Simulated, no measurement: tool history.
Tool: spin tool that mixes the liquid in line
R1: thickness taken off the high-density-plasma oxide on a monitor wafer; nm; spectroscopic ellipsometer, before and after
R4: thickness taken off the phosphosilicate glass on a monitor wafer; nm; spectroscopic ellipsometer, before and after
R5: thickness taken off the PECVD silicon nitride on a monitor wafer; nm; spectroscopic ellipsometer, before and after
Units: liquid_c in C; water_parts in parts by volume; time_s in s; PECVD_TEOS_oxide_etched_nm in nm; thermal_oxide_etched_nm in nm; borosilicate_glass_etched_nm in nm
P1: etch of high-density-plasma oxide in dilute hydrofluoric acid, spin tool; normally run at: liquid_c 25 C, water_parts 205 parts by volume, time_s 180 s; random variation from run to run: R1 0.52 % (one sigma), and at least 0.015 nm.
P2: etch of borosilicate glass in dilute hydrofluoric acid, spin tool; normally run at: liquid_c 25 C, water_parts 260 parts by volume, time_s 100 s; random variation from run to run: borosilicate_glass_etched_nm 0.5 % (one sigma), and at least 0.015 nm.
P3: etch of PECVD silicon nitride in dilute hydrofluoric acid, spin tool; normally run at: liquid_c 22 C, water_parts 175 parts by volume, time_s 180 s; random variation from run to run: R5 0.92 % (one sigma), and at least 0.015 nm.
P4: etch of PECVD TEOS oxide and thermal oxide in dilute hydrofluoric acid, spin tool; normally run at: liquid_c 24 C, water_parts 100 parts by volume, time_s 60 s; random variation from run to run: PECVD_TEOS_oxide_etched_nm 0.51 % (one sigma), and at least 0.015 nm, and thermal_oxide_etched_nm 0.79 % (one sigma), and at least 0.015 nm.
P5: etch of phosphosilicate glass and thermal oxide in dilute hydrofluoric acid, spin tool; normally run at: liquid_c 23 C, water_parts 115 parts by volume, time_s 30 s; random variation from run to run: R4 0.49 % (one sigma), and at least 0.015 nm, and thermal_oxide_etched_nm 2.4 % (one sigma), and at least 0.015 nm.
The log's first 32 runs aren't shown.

run 33 day=15.496 | process=P3 liquid_c=30 water_parts=175 time_s=180 | R5=4.791
run 34 day=15.858 | process=P1 liquid_c=25 water_parts=205 time_s=180 | R1=4.3498
run 35 day=16.292 | process=P1 liquid_c=25 water_parts=205 time_s=180 | R1=4.4127
run 36 day=16.875 | process=P1 liquid_c=25 water_parts=205 time_s=180 | R1=4.5602
run 37 day=17.529 | process=P1 liquid_c=25 water_parts=205 time_s=180 | R1=4.6205
run 38 day=17.858 | process=P1 liquid_c=25 water_parts=205 time_s=180 | R1=4.6318
run 39 day=18.392 | process=P1 liquid_c=25 water_parts=205 time_s=180 | R1=4.6829
run 40 day=19.042 | process=P1 liquid_c=25 water_parts=205 time_s=180 | R1=4.7103
run 41 day=19.592 | process=P1 liquid_c=25 water_parts=205 time_s=180 | R1=4.6893
run 42 day=20.25 | process=P1 liquid_c=25 water_parts=205 time_s=180 | R1=4.6795
run 43 day=20.762 | process=P1 liquid_c=25 water_parts=205 time_s=180 | R1=4.7333
run 44 day=21.221 | process=P1 liquid_c=25 water_parts=205 time_s=180 | R1=4.7251

Forecast run 45:
run 45 day=21.575 | process=P1 liquid_c=25 water_parts=205 time_s=180 | R1=?

R1: 4.7426 nm
